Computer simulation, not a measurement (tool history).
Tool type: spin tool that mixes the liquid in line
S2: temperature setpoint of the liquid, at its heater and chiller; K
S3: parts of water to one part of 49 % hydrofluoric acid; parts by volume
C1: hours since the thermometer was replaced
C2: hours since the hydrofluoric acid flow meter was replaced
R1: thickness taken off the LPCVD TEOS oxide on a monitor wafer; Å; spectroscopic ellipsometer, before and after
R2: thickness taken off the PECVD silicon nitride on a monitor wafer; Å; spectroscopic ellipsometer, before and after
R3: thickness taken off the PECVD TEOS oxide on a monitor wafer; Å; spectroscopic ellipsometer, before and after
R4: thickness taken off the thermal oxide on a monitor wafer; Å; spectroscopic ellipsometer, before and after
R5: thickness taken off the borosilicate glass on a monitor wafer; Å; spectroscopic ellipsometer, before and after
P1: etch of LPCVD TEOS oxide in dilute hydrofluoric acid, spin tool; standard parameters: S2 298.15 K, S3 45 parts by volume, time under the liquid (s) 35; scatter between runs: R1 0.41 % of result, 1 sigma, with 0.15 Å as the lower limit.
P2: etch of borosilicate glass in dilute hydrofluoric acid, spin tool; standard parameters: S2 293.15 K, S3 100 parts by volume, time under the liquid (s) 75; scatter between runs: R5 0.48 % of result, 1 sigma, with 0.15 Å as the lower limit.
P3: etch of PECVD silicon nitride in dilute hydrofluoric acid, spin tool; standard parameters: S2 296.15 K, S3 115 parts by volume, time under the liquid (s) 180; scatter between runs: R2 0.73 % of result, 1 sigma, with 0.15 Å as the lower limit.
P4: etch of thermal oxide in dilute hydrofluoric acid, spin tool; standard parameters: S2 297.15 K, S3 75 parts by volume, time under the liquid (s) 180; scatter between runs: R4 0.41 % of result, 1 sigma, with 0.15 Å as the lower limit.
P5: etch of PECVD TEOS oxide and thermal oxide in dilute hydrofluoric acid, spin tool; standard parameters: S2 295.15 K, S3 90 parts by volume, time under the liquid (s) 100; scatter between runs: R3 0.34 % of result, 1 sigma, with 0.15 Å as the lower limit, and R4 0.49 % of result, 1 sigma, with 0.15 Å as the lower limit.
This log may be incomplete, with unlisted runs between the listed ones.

{"run": 1, "hour": 6.3, "process that ran": "P1", "S2": 298.15, "S3": 45, "time under the liquid (s)": 35, "C1": 922.3, "C2": 861.2, "R1": 487.98}
{"run": 2, "hour": 12.0, "process that ran": "P3", "S2": 292.15, "S3": 115, "time under the liquid (s)": 180, "C1": 928, "C2": 866.9, "R2": 29.588}
{"run": 3, "hour": 20.5, "process that ran": "P1", "S2": 298.15, "S3": 45, "time under the liquid (s)": 65, "C1": 936.5, "C2": 875.4, "R1": 907.38}
{"run": 4, "hour": 27.2, "process that ran": "P5", "S2": 300.65, "S3": 90, "time under the liquid (s)": 100, "C1": 943.2, "C2": 882.1, "R3": 159.04, "R4": 60.168}
{"run": 5, "hour": 32.3, "process that ran": "P4", "S2": 297.15, "S3": 75, "time under the liquid (s)": 345, "C1": 948.3, "C2": 887.2, "R4": 233.78}
{"run": 6, "hour": 40.9, "process that ran": "P3", "S2": 296.15, "S3": 70, "time under the liquid (s)": 180, "C1": 956.9, "C2": 895.8, "R2": 63.049}
{"run": 7, "hour": 48.0, "process that ran": "P2", "S2": 293.15, "S3": 100, "time under the liquid (s)": 75, "C1": 964, "C2": 902.9, "R5": 221.97}
{"run": 8, "hour": 52.8, "process that ran": "P1", "S2": 298.15, "S3": 45, "time under the liquid (s)": 35, "C1": 968.8, "C2": 907.7, "R1": 494.06}
{"run": 9, "hour": 61.0, "process that ran": "P2", "S2": 299.65, "S3": 100, "time under the liquid (s)": 75, "C1": 977, "C2": 915.9, "R5": 288.25}
{"run": 10, "hour": 68.2, "process that ran": "P1", "S2": 298.15, "S3": 45, "time under the liquid (s)": 35, "C1": 984.2, "C2": 923.1, "R1": 488.67}
{"run": 11, "hour": 74.1, "process that ran": "P4", "S2": 297.15, "S3": 75, "time under the liquid (s)": 180, "C1": 990.1, "C2": 929, "R4": 121.43}
{"run": 12, "hour": 82.7, "process that ran": "P1", "S2": 305.15, "S3": 45, "time under the liquid (s)": 35, "C1": 998.7, "C2": 937.6, "R1": 648.53}
{"run": 13, "hour": 88.4, "process that ran": "P5", "S2": 295.15, "S3": 90, "time under the liquid (s)": 55, "C1": 1004.4, "C2": 943.3, "R3": 69.559, "R4": 26.96}
{"run": 14, "hour": 96.3, "process that ran": "P3", "S2": 296.15, "S3": 115, "time under the liquid (s)": 180, "C1": 1012.3, "C2": 951.2, "R2": 38.47}
{"run": 15, "hour": 106.0, "process that ran": "P2", "S2": 293.15, "S3": 100, "time under the liquid (s)": 120, "C1": 1022, "C2": 960.9, "R5": 355.73}
{"run": 16, "hour": 112.1, "process that ran": "P1", "S2": 298.15, "S3": 45, "time under the liquid (s)": 35, "C1": 1028.1, "C2": 967, "R1": 489.74}
{"run": 17, "hour": 116.7, "process that ran": "P1", "S2": 298.15, "S3": 45, "time under the liquid (s)": 20, "C1": 1032.7, "C2": 971.6, "R1": 279.63}
{"run": 18, "hour": 124.6, "process that ran": "P4", "S2": 297.15, "S3": 75, "time under the liquid (s)": 180, "C1": 1040.6, "C2": 979.5, "R4": 121.15}
{"run": 19, "hour": 129.8, "process that ran": "P1", "S2": 298.15, "S3": 25, "time under the liquid (s)": 35, "C1": 1045.8, "C2": 984.7, "R1": 910.14}
{"run": 20, "hour": 135.9, "process that ran": "P1", "S2": 290.15, "S3": 45, "time under the liquid (s)": 35, "C1": 1051.9, "C2": 990.8, "R1": 347.43}
{"run": 21, "hour": 146.2, "process that ran": "P1", "S2": 298.15, "S3": 45, "time under the liquid (s)": 35, "C1": 1062.2, "C2": 1001.1, "R1": 487.49}
{"run": 22, "hour": 155.0, "process that ran": "P4", "S2": 297.15, "S3": 20, "time under the liquid (s)": 180, "C1": 1071, "C2": 1009.9, "R4": 491.1}
{"run": 23, "hour": 162.9, "process that ran": "P5", "S2": 295.15, "S3": 125, "time under the liquid (s)": 100, "C1": 1078.9, "C2": 1017.8, "R3": 88.377, "R4": 33.38}
{"run": 24, "hour": 168.2, "process that ran": "P1", "S2": 298.15, "S3": 45, "time under the liquid (s)": 35, "C1": 1084.2, "C2": 1023.1, "R1": 489.24}
{"run": 25, "hour": 175.8, "process that ran": "P1", "S2": 298.15, "S3": 70, "time under the liquid (s)": 35, "C1": 1091.8, "C2": 1030.7, "R1": 306.89}
{"run": 26, "hour": 185.3, "process that ran": "P5", "S2": 295.15, "S3": 90, "time under the liquid (s)": 100, "C1": 1101.3, "C2": 1040.2, "R3": 127.21, "R4": 48.963}
{"run": 27, "hour": 194.9, "process that ran": "P2", "S2": 293.15, "S3": 55, "time under the liquid (s)": 75, "C1": 1110.9, "C2": 1049.8, "R5": 428.16}
{"run": 28, "hour": 201.3, "process that ran": "P1", "S2": 298.15, "S3": 20, "time under the liquid (s)": 50, "C1": 1117.3, "C2": 1056.2, "R1": 1631.9}
{"run": 29, "hour": 206.5, "process that ran": "P3", "S2": 296.15, "S3": 115, "time under the liquid (s)": 310, "C1": 1122.5, "C2": 1061.4, "R2": 66.564}
{"run": 30, "hour": 211.4, "process that ran": "P2", "S2": 293.15, "S3": 100, "time under the liquid (s)": 75, "C1": 1127.4, "C2": 1066.3, "R5": 222.08}
{"run": 31, "hour": 216.2, "process that ran": "P4", "S2": 301.15, "S3": 75, "time under the liquid (s)": 180, "C1": 1132.2, "C2": 1071.1, "R4": 142.98}
{"run": 32, "hour": 225.9, "process that ran": "P1", "S2": 298.15, "S3": 45, "time under the liquid (s)": 35, "C1": 1141.9, "C2": 1080.8, "R1": 492.99}
{"run": 33, "hour": 231.5, "process that ran": "P1", "S2": 298.15, "S3": 45, "time under the liquid (s)": 35, "C1": 1147.5, "C2": 1086.4, "R1": 478.19}
{"run": 34, "hour": 241.0, "process that ran": "P1", "S2": 298.15, "S3": 45, "time under the liquid (s)": 35, "C1": 1157, "C2": 1095.9, "R1": 467.15}
{"run": 35, "hour": 248.6, "process that ran": "P1", "S2": 298.15, "S3": 45, "time under the liquid (s)": 35, "C1": 1164.6, "C2": 1103.5, "R1": 461.76}
{"run": 36, "hour": 256.6, "process that ran": "P1", "S2": 298.15, "S3": 45, "time under the liquid (s)": 35, "C1": 1172.6, "C2": 1111.5, "R1": 462.29}
{"run": 37, "hour": 264.1, "process that ran": "P1", "S2": 298.15, "S3": 45, "time under the liquid (s)": 35, "C1": 1180.1, "C2": 1119, "R1": 459.93}
{"run": 38, "hour": 270.1, "process that ran": "P1", "S2": 298.15, "S3": 45, "time under the liquid (s)": 35, "C1": 1186.1, "C2": 1125, "R1": 458.1}
{"run": 39, "hour": 278.4, "process that ran": "P1", "S2": 298.15, "S3": 45, "time under the liquid (s)": 35, "C1": 1194.4, "C2": 1133.3, "R1": 459.78}
{"run": 40, "hour": 283.3, "process that ran": "P1", "S2": 298.15, "S3": 45, "time under the liquid (s)": 35, "C1": 1199.3, "C2": 1138.2, "R1": 460.49}
{"run": 41, "hour": 290.9, "process that ran": "P1", "S2": 298.15, "S3": 45, "time under the liquid (s)": 35, "C1": 1206.9, "C2": 1145.8, "R1": 457.89}

P1 has crept away from where it was. The log is fitted equally well by each of these 2 causes, at the sizes shown:
A: liquid colder than its thermometer reads (K) = 1.66
B: hydrofluoric acid flow below the setpoint (%) = 6.22
The gradual shift began around hour 225.9.

4 check runs are offered, each on 2 wafers whose results are averaged, their results left as question marks. Which one tells the causes apart?
{"run": "check 1", "hour": 298.5, "process that ran": "P4", "S2": 297.15, "S3": 75, "time under the liquid (s)": 180, "R4": "?"}
{"run": "check 2", "hour": 298.5, "process that ran": "P2", "S2": 293.15, "S3": 100, "time under the liquid (s)": 75, "R5": "?"}
{"run": "check 3", "hour": 298.5, "process that ran": "P3", "S2": 296.15, "S3": 115, "time under the liquid (s)": 180, "R2": "?"}
{"run": "check 4", "hour": 298.5, "process that ran": "P5", "S2": 295.15, "S3": 90, "time under the liquid (s)": 100, "R3": "?", "R4": "?"}

Outcome of each check run for each possible cause:
check=check_1 result=R4 if_A=113.74 if_B=113.4
check=check_2 result=R5 if_A=207.69 if_B=207.1
check=check_3 result=R2 if_A=34.695 if_B=36.367
check=check_4 result=R3 if_A=119.21 if_B=118.81
check=check_4 result=R4 if_A=45.682 if_B=45.528
Minimum pairwise separation of causes per check, each pair taken at its best-separating result: check 1 0.3 %; check 2 0.29 %; check 3 4.71 %; check 4 0.34 %
Check 3 tells the causes apart: in the others they would give nearly the same result.

Check 3 has now been run. It gave: R2 36.088 Å. Which of the candidate causes is it?

It is B: hydrofluoric acid flow below the setpoint (%).

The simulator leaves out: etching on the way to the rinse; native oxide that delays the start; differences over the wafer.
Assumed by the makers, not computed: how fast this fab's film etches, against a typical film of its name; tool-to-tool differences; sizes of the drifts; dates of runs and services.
